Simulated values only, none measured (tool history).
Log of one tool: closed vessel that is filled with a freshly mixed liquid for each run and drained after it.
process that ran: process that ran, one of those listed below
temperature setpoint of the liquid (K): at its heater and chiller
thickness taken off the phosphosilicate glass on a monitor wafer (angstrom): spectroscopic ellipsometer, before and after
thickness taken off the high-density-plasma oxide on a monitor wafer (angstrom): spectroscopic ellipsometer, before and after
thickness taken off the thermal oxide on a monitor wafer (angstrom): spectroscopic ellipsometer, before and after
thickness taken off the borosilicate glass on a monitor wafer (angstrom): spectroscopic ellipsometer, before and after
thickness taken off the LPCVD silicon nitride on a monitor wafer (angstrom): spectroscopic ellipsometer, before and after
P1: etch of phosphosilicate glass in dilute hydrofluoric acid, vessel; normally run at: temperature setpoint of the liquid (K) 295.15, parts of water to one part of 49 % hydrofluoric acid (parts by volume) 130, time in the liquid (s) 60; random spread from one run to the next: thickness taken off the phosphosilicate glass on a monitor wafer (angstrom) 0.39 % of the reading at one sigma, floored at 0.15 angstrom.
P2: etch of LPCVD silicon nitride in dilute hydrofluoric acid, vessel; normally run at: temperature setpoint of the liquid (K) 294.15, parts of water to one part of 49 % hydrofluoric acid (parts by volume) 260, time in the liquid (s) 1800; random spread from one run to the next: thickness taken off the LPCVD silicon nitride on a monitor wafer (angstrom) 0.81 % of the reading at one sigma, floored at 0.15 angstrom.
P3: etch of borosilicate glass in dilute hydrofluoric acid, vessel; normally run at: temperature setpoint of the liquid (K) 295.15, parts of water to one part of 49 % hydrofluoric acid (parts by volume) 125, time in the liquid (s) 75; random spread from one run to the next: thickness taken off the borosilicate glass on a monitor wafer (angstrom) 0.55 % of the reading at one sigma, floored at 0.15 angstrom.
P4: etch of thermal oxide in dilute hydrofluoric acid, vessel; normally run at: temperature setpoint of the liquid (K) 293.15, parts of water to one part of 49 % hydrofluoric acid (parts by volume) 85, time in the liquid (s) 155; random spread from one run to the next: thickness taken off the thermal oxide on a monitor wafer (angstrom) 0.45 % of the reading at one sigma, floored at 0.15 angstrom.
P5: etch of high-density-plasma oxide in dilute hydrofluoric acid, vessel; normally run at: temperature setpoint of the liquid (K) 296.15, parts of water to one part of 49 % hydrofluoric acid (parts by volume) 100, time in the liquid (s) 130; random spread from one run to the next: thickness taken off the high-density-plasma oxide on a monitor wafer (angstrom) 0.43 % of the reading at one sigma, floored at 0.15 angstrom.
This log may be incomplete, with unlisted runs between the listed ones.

| run | hour | process that ran | temperature setpoint of the liquid (K) | parts of water to one part of 49 % hydrofluoric acid (parts by volume) | time in the liquid (s) | thickness taken off the phosphosilicate glass on a monitor wafer (angstrom) | thickness taken off the high-density-plasma oxide on a monitor wafer (angstrom) | thickness taken off the thermal oxide on a monitor wafer (angstrom) | thickness taken off the borosilicate glass on a monitor wafer (angstrom) | thickness taken off the LPCVD silicon nitride on a monitor wafer (angstrom) |
|---|---|---|---|---|---|---|---|---|---|---|
| 1 | 7.2 | P1 | 295.15 | 130 | 60 | 397.47 |  |  |  |  |
| 2 | 17.3 | P1 | 295.15 | 130 | 90 | 595.77 |  |  |  |  |
| 3 | 32.0 | P1 | 295.15 | 130 | 60 | 394.65 |  |  |  |  |
| 4 | 46.3 | P5 | 290.15 | 100 | 130 |  | 71.267 |  |  |  |
| 5 | 61.3 | P4 | 293.15 | 85 | 155 |  |  | 73.641 |  |  |
| 6 | 74.2 | P1 | 295.15 | 130 | 60 | 393.09 |  |  |  |  |
| 7 | 85.6 | P3 | 295.15 | 215 | 75 |  |  |  | 53.494 |  |
| 8 | 93.0 | P1 | 290.65 | 130 | 60 | 328.13 |  |  |  |  |
| 9 | 103.4 | P1 | 295.15 | 130 | 30 | 196.49 |  |  |  |  |
| 10 | 115.6 | P4 | 293.15 | 145 | 155 |  |  | 40.722 |  |  |
| 11 | 126.0 | P2 | 294.15 | 80 | 1800 |  |  |  |  | 80.952 |
| 12 | 138.7 | P3 | 295.15 | 125 | 110 |  |  |  | 149.250 |  |
| 13 | 145.9 | P1 | 303.15 | 130 | 60 | 535.30 |  |  |  |  |
| 14 | 156.0 | P1 | 295.15 | 225 | 60 | 206.65 |  |  |  |  |
| 15 | 165.1 | P2 | 294.15 | 260 | 1800 |  |  |  |  | 25.846 |
| 16 | 180.1 | P3 | 295.15 | 125 | 75 |  |  |  | 102.080 |  |
| 17 | 190.3 | P5 | 296.15 | 25 | 130 |  | 402.710 |  |  |  |
| 18 | 205.1 | P1 | 295.15 | 75 | 60 | 730.17 |  |  |  |  |
| 19 | 216.1 | P4 | 290.15 | 85 | 155 |  |  | 65.098 |  |  |
| 20 | 229.7 | P5 | 296.15 | 100 | 130 |  | 91.354 |  |  |  |
| 21 | 242.2 | P5 | 296.15 | 100 | 130 |  | 91.311 |  |  |  |
| 22 | 256.8 | P2 | 294.15 | 260 | 3470 |  |  |  |  | 49.899 |
| 23 | 270.6 | P2 | 294.15 | 260 | 1800 |  |  |  |  | 25.992 |
| 24 | 279.6 | P3 | 290.15 | 125 | 75 |  |  |  | 84.240 |  |
| 25 | 291.2 | P4 | 293.15 | 85 | 245 |  |  | 117.080 |  |  |
| 26 | 307.4 | P1 | 295.15 | 130 | 60 | 396.10 |  |  |  |  |
| 27 | 323.5 | P3 | 295.15 | 125 | 75 |  |  |  | 102.510 |  |
| 28 | 334.8 | P5 | 296.15 | 100 | 45 |  | 31.968 |  |  |  |
| 29 | 343.9 | P1 | 300.15 | 45 | 60 | 1562.00 |  |  |  |  |
| 30 | 357.0 | P2 | 298.65 | 260 | 1800 |  |  |  |  | 34.876 |
| 31 | 370.1 | P1 | 295.15 | 130 | 60 | 394.76 |  |  |  |  |
| 32 | 379.5 | P1 | 295.15 | 130 | 60 | 397.37 |  |  |  |  |
| 33 | 387.0 | P1 | 295.15 | 130 | 60 | 395.86 |  |  |  |  |
| 34 | 396.3 | P1 | 295.15 | 130 | 60 | 393.37 |  |  |  |  |
| 35 | 410.5 | P1 | 295.15 | 130 | 60 | 410.63 |  |  |  |  |
| 36 | 427.0 | P1 | 295.15 | 130 | 60 | 418.84 |  |  |  |  |
| 37 | 442.4 | P1 | 295.15 | 130 | 60 | 421.27 |  |  |  |  |
| 38 | 449.7 | P1 | 295.15 | 130 | 60 | 424.17 |  |  |  |  |
| 39 | 465.8 | P1 | 295.15 | 130 | 60 | 423.92 |  |  |  |  |
| 40 | 474.0 | P1 | 295.15 | 130 | 60 | 424.52 |  |  |  |  |

P1 no longer gives what it gave before; its output has crept away from where it was. The following 2 causes, each at its listed size, fit the log equally well:
A: liquid hotter than its thermometer reads (K) = 1.74
B: hydrofluoric acid flow above the setpoint (%) = 6.14
At approximately hour 396.3, the process output began to creep.

The check runs listed below each take one wafer, and their results are still question marks. Under which run would the listed causes lead to clearly different results?
| check 1 | 482.2 | P5 | 290.15 | 100 | 130 |  | ? |  |  |  |
| check 2 | 482.2 | P2 | 294.15 | 85 | 2810 |  |  |  |  | ? |
| check 3 | 482.2 | P3 | 290.15 | 185 | 75 |  |  |  | ? |  |
| check 4 | 482.2 | P4 | 293.15 | 140 | 155 |  |  | ? |  |  |

What each check would give under each cause:
| check | result | if A | if B |
|---|---|---|---|
| check 1 | thickness taken off the high-density-plasma oxide on a monitor wafer (angstrom) | 76.818 | 76.262 |
| check 2 | thickness taken off the LPCVD silicon nitride on a monitor wafer (angstrom) | 135.290 | 127.530 |
| check 3 | thickness taken off the borosilicate glass on a monitor wafer (angstrom) | 57.103 | 57.118 |
| check 4 | thickness taken off the thermal oxide on a monitor wafer (angstrom) | 44.951 | 44.911 |
Smallest distance between any two causes, each pair judged by its most separating result, in per cent: check 1 0.73 %; check 2 5.91 %; check 3 0.03 %; check 4 0.09 %
Only in check 2 would the causes give clearly different results; in the remaining checks their results would be nearly the same.

Check 2 was carried out, with these results: thickness taken off the LPCVD silicon nitride on a monitor wafer (angstrom) 136.430. Which of the listed causes is responsible?

The correct cause is A, namely: liquid hotter than its thermometer reads (K).

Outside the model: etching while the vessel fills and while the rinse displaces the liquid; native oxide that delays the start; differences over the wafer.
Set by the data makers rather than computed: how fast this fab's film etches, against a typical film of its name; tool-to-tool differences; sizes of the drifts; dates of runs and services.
